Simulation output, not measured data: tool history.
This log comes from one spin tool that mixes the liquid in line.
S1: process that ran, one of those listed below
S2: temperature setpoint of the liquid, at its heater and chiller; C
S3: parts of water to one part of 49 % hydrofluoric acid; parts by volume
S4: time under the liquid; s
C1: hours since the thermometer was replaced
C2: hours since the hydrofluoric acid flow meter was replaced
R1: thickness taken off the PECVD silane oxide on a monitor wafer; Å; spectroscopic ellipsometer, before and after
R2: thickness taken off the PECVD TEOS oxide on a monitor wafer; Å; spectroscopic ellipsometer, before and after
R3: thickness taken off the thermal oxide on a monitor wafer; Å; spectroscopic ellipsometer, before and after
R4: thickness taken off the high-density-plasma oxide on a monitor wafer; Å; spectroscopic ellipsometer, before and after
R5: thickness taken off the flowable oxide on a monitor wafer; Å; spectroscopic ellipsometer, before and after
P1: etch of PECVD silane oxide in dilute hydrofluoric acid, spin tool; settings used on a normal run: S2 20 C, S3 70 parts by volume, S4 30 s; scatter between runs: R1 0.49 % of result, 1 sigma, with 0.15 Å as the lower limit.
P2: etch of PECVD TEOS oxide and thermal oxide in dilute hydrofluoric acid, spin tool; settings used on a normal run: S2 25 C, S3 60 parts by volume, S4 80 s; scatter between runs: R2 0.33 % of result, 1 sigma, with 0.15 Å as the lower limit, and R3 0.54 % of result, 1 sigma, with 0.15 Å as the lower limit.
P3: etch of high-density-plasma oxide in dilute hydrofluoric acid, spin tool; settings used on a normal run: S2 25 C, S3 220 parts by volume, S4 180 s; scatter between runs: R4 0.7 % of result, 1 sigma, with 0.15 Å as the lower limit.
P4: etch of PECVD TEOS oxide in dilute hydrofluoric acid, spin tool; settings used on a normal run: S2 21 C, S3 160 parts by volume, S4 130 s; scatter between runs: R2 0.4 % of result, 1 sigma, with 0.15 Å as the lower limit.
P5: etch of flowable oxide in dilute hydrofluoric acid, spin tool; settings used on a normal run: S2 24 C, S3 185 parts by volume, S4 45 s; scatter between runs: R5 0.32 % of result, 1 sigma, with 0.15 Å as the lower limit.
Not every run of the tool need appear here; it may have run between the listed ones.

Run 1, day 0.408: S1 P1, S2 20 C, S3 70 parts by volume, S4 30 s; C1 728.1; C2 1623.6. Result: R1 97.043 Å.
Run 2, day 0.888: S1 P2, S2 25 C, S3 60 parts by volume, S4 125 s; C1 739.6; C2 1635.1. Result: R2 284.89 Å, R3 110 Å.
Run 3, day 1.471: S1 P3, S2 33.5 C, S3 220 parts by volume, S4 180 s; C1 753.6; C2 1649.1. Result: R4 51.301 Å.
Run 4, day 1.812: S1 P5, S2 24 C, S3 185 parts by volume, S4 80 s; C1 761.8; C2 1657.3. Result: R5 272.51 Å.
Run 5, day 2.433: S1 P3, S2 25 C, S3 360 parts by volume, S4 180 s; C1 776.7; C2 1672.2. Result: R4 20.381 Å.
Run 6, day 2.971: S1 P4, S2 21 C, S3 160 parts by volume, S4 130 s; C1 789.6; C2 1685.1. Result: R2 61.561 Å.
Run 7, day 3.483: S1 P1, S2 20 C, S3 20 parts by volume, S4 60 s; C1 801.9; C2 1697.4. Result: R1 720.07 Å.
Run 8, day 4.154: S1 P1, S2 20 C, S3 120 parts by volume, S4 30 s; C1 818; C2 1713.5. Result: R1 53.484 Å.
Run 9, day 4.875: S1 P1, S2 20 C, S3 70 parts by volume, S4 30 s; C1 835.3; C2 1730.8. Result: R1 96.941 Å.
Run 10, day 5.3: S1 P5, S2 24 C, S3 50 parts by volume, S4 45 s; C1 845.5; C2 1741. Result: R5 663.92 Å.
Run 11, day 6.012: S1 P1, S2 20 C, S3 70 parts by volume, S4 30 s; C1 862.6; C2 1758.1. Result: R1 96.79 Å.
Run 12, day 6.55: S1 P2, S2 25 C, S3 20 parts by volume, S4 80 s; C1 875.5; C2 1771. Result: R2 578.58 Å, R3 222.08 Å.
Run 13, day 7.054: S1 P5, S2 24 C, S3 185 parts by volume, S4 45 s; C1 887.6; C2 1783.1. Result: R5 153.22 Å.
Run 14, day 7.775: S1 P2, S2 32 C, S3 60 parts by volume, S4 80 s; C1 904.9; C2 1800.4. Result: R2 240.36 Å, R3 92.632 Å.
Run 15, day 8.379: S1 P3, S2 25 C, S3 220 parts by volume, S4 180 s; C1 919.4; C2 1814.9. Result: R4 39.166 Å.
Run 16, day 8.888: S1 P5, S2 17.5 C, S3 185 parts by volume, S4 45 s; C1 931.6; C2 1827.1. Result: R5 118.9 Å.
Run 17, day 9.338: S1 P1, S2 17 C, S3 70 parts by volume, S4 30 s; C1 942.4; C2 1837.9. Result: R1 85.73 Å.
Run 18, day 9.921: S1 P4, S2 21 C, S3 35 parts by volume, S4 130 s; C1 956.4; C2 1851.9. Result: R2 323.27 Å.
Run 19, day 10.521: S1 P1, S2 20 C, S3 70 parts by volume, S4 30 s; C1 970.8; C2 1866.3. Result: R1 97.745 Å.
Run 20, day 10.879: S1 P4, S2 21 C, S3 160 parts by volume, S4 220 s; C1 979.4; C2 1874.9. Result: R2 104.24 Å.
Run 21, day 11.329: S1 P1, S2 20 C, S3 70 parts by volume, S4 15 s; C1 990.2; C2 1885.7. Result: R1 48.284 Å.
Run 22, day 11.758: S1 P1, S2 20 C, S3 70 parts by volume, S4 30 s; C1 1000.5; C2 1896. Result: R1 97.775 Å.
Run 23, day 12.408: S1 P1, S2 20 C, S3 70 parts by volume, S4 60 s; C1 1016.1; C2 1911.6. Result: R1 194.2 Å.
Run 24, day 12.912: S1 P2, S2 25 C, S3 60 parts by volume, S4 80 s; C1 1028.2; C2 1923.7. Result: R2 182.01 Å, R3 69.954 Å.
Run 25, day 13.592: S1 P1, S2 20 C, S3 35 parts by volume, S4 30 s; C1 1044.5; C2 1940. Result: R1 202.17 Å.
Run 26, day 14.188: S1 P1, S2 25.5 C, S3 70 parts by volume, S4 30 s; C1 1058.8; C2 1954.3. Result: R1 121.3 Å.
At day 14.271: thermometer replaced.
Run 27, day 14.842: S1 P3, S2 25 C, S3 220 parts by volume, S4 265 s; C1 13.7; C2 1970. Result: R4 56.925 Å.
Run 28, day 15.279: S1 P2, S2 25 C, S3 60 parts by volume, S4 80 s; C1 24.2; C2 1980.5. Result: R2 182.88 Å, R3 69.86 Å.
Run 29, day 15.888: S1 P3, S2 25 C, S3 220 parts by volume, S4 180 s; C1 38.8; C2 1995.1. Result: R4 39.149 Å.
Run 30, day 16.221: S1 P4, S2 28.5 C, S3 160 parts by volume, S4 130 s; C1 46.8; C2 2003.1. Result: R2 81.732 Å.
Run 31, day 16.771: S1 P1, S2 20 C, S3 70 parts by volume, S4 30 s; C1 60; C2 2016.3. Result: R1 97.26 Å.
Run 32, day 17.179: S1 P1, S2 20 C, S3 70 parts by volume, S4 30 s; C1 69.8; C2 2026.1. Result: R1 99.761 Å.
Run 33, day 17.508: S1 P1, S2 20 C, S3 70 parts by volume, S4 30 s; C1 77.7; C2 2034. Result: R1 100.51 Å.
Run 34, day 18.162: S1 P1, S2 20 C, S3 70 parts by volume, S4 30 s; C1 93.4; C2 2049.7. Result: R1 101.92 Å.
Run 35, day 18.629: S1 P1, S2 20 C, S3 70 parts by volume, S4 30 s; C1 104.6; C2 2060.9. Result: R1 103.11 Å.
Run 36, day 19.121: S1 P1, S2 20 C, S3 70 parts by volume, S4 30 s; C1 116.4; C2 2072.7. Result: R1 103.75 Å.
Run 37, day 19.875: S1 P1, S2 20 C, S3 70 parts by volume, S4 30 s; C1 134.5; C2 2090.8. Result: R1 104.68 Å.
Run 38, day 20.55: S1 P1, S2 20 C, S3 70 parts by volume, S4 30 s; C1 150.7; C2 2107. Result: R1 104.11 Å.
Run 39, day 21.079: S1 P1, S2 20 C, S3 70 parts by volume, S4 30 s; C1 163.4; C2 2119.7. Result: R1 105.41 Å.
Run 40, day 21.642: S1 P1, S2 20 C, S3 70 parts by volume, S4 30 s; C1 176.9; C2 2133.2. Result: R1 105.09 Å.
Run 41, day 22.008: S1 P1, S2 20 C, S3 70 parts by volume, S4 30 s; C1 185.7; C2 2142. Result: R1 104.92 Å.
Run 42, day 22.667: S1 P1, S2 20 C, S3 70 parts by volume, S4 30 s; C1 201.5; C2 2157.8. Result: R1 105.48 Å.

P1 has crept away from where it was. The log is fitted equally well by each of these 2 causes, at the sizes shown:
A: liquid hotter than its thermometer reads (K) = 1.96
B: hydrofluoric acid flow above the setpoint (%) = 7.8
The process output started creeping at around day 16.771.

Of the 4 check runs below, each run on 3 wafers with the results averaged and each result still a question mark, which one would tell the listed causes apart?
Run check 1, day 23.325: S1 P4, S2 27.5 C, S3 35 parts by volume, S4 130 s. Result: R2 ?.
Run check 2, day 23.325: S1 P2, S2 31 C, S3 20 parts by volume, S4 80 s. Result: R2 ?, R3 ?.
Run check 3, day 23.325: S1 P3, S2 29 C, S3 360 parts by volume, S4 180 s. Result: R4 ?.
Run check 4, day 23.325: S1 P5, S2 19.5 C, S3 55 parts by volume, S4 45 s. Result: R5 ?.

Expected result of each check under each candidate cause:
  check  result    if A    if B
check 1      R2  460.07  459.99
check 2      R2   800.1  799.72
check 2      R3  306.56  306.41
check 3      R4  24.955  26.005
check 4      R5   540.3  538.78
Separation of the two closest causes in each check, using whichever result separates them best: check 1 0.02 %; check 2 0.05 %; check 3 4.12 %; check 4 0.28 %
Only in check 3 would the causes give clearly different results; in the remaining checks their results would be nearly the same.

Check 3 was carried out, with these results: R4 25.981 Å. Which of the listed causes is responsible?

B is the cause: hydrofluoric acid flow above the setpoint (%).
